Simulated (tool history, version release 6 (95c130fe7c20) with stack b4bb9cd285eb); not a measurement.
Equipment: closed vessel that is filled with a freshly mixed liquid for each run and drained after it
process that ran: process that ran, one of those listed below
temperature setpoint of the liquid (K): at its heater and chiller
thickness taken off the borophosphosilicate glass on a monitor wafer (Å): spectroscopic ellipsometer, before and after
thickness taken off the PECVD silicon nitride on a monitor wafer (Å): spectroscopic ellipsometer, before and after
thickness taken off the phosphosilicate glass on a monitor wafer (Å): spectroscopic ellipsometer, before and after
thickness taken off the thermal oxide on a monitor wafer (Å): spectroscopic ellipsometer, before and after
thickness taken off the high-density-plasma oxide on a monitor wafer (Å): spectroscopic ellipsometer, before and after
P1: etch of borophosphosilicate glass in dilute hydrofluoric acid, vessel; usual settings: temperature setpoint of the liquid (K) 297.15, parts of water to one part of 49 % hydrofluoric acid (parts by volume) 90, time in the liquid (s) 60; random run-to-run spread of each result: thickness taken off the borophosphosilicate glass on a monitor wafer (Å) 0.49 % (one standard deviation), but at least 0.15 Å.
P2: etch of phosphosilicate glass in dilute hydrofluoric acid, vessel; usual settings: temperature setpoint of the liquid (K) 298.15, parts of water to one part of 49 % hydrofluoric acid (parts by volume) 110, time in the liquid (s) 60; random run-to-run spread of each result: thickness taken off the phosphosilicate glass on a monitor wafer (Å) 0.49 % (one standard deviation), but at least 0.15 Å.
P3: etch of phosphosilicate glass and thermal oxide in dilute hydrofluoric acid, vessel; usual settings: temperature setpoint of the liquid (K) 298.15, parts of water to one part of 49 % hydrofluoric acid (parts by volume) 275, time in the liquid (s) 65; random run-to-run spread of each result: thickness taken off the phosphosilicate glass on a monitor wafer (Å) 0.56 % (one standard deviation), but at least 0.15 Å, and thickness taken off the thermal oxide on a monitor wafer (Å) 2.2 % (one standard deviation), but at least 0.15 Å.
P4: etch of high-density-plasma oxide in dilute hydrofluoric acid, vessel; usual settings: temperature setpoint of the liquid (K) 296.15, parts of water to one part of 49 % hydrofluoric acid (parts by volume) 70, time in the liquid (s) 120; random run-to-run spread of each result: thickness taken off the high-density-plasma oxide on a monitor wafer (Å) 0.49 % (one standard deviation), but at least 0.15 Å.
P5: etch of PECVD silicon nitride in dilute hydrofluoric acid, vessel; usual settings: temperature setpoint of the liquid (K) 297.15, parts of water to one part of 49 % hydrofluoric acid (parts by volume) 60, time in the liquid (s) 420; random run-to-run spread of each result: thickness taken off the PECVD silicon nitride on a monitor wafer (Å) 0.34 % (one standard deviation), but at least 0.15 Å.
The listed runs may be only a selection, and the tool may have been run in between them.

run   hour  process that ran  temperature setpoint of the liquid (K)  parts of water to one part of 49 % hydrofluoric acid (parts by volume)  time in the liquid (s)  thickness taken off the borophosphosilicate glass on a monitor wafer (Å)  thickness taken off the PECVD silicon nitride on a monitor wafer (Å)  thickness taken off the phosphosilicate glass on a monitor wafer (Å)  thickness taken off the thermal oxide on a monitor wafer (Å)  thickness taken off the high-density-plasma oxide on a monitor wafer (Å)
  1    4.1                P1                                  297.15                                                                      90                      60                                                                    322.96
  2    7.3                P5                                  290.15                                                                      60                     420                                                                                                                                          235.89
  3   11.7                P5                                  297.15                                                                      60                     700                                                                                                                                          638.83
  4   14.6                P2                                  298.15                                                                     110                      30                                                                                                                                                                                                                167.37
  5   19.3                P1                                  297.15                                                                      90                      30                                                                    159.37
  6   24.5                P5                                  297.15                                                                      60                     420                                                                                                                                          385.47
  7   28.8                P3                                  298.15                                                                     275                      30                                                                                                                                                                                                                100.04                                                        4.1035
  8   33.1                P1                                  297.15                                                                      90                      60                                                                    318.25
  9   36.6                P2                                  298.15                                                                     110                      60                                                                                                                                                                                                                339.17
 10     39                P5                                  297.15                                                                      60                     420                                                                                                                                          384.81
 11   41.7                P4                                  296.15                                                                      70                     120                                                                                                                                                                                                                                                                                                                                                        161.19
 12   44.4                P3                                  298.15                                                                     275                      65                                                                                                                                                                                                                218.14                                                        9.1671
 13   47.7                P1                                  300.65                                                                      90                      60                                                                    363.58
      48.4  -- hydrofluoric acid flow meter replaced
 14     52                P5                                  297.15                                                                     105                     420                                                                                                                                          220.98
 15   55.7                P2                                  303.15                                                                     110                      60                                                                                                                                                                                                                408.45
 16   58.1                P1                                  297.15                                                                      90                      90                                                                    476.72
 17   60.7                P1                                  301.65                                                                     155                      60                                                                    201.84
 18   65.6                P1                                  297.15                                                                      30                      60                                                                    1041.2
 19   68.8                P3                                  298.15                                                                     275                      65                                                                                                                                                                                                                219.82                                                        9.2961
 20   72.2                P2                                  298.15                                                                      40                      60                                                                                                                                                                                                                1011.6
 21   76.9                P2                                  298.15                                                                     110                      60                                                                                                                                                                                                                337.53
 22   80.5                P3                                  298.15                                                                     100                      65                                                                                                                                                                                                                737.81                                                        28.842
      81.9  -- thermometer replaced
 23   83.8                P1                                  292.65                                                                      25                      60                                                                    1024.9
 24   88.4                P1                                  297.15                                                                     130                      60                                                                     210.4
 25   91.7                P4                                  296.15                                                                     110                     120                                                                                                                                                                                                                                                                                                                                                        98.257
 26     95                P4                                  296.15                                                                      70                     230                                                                                                                                                                                                                                                                                                                                                        307.52
 27   99.8                P1                                  297.15                                                                      90                      60                                                                    321.04
 28  103.6                P1                                  293.15                                                                      90                      60                                                                    271.99
 29  108.7                P1                                  297.15                                                                     155                      90                                                                     255.9
 30  113.4                P1                                  297.15                                                                      90                      60                                                                    319.71
 31  115.7                P4                                  296.15                                                                      70                     120                                                                                                                                                                                                                                                                                                                                                        162.25
 32  119.8                P4                                  292.15                                                                      70                     120                                                                                                                                                                                                                                                                                                                                                        137.05
 33    124                P1                                  297.15                                                                      90                      60                                                                    318.98

The next listed run, before its measurement:
 34  128.1                P3                                  291.65                                                                     275                      65                                                                                                                                                                                                                     ?                                                             ?

{"run 34": {"thickness taken off the phosphosilicate glass on a monitor wafer (Å)": 172.64, "thickness taken off the thermal oxide on a monitor wafer (Å)": 7.3242}}

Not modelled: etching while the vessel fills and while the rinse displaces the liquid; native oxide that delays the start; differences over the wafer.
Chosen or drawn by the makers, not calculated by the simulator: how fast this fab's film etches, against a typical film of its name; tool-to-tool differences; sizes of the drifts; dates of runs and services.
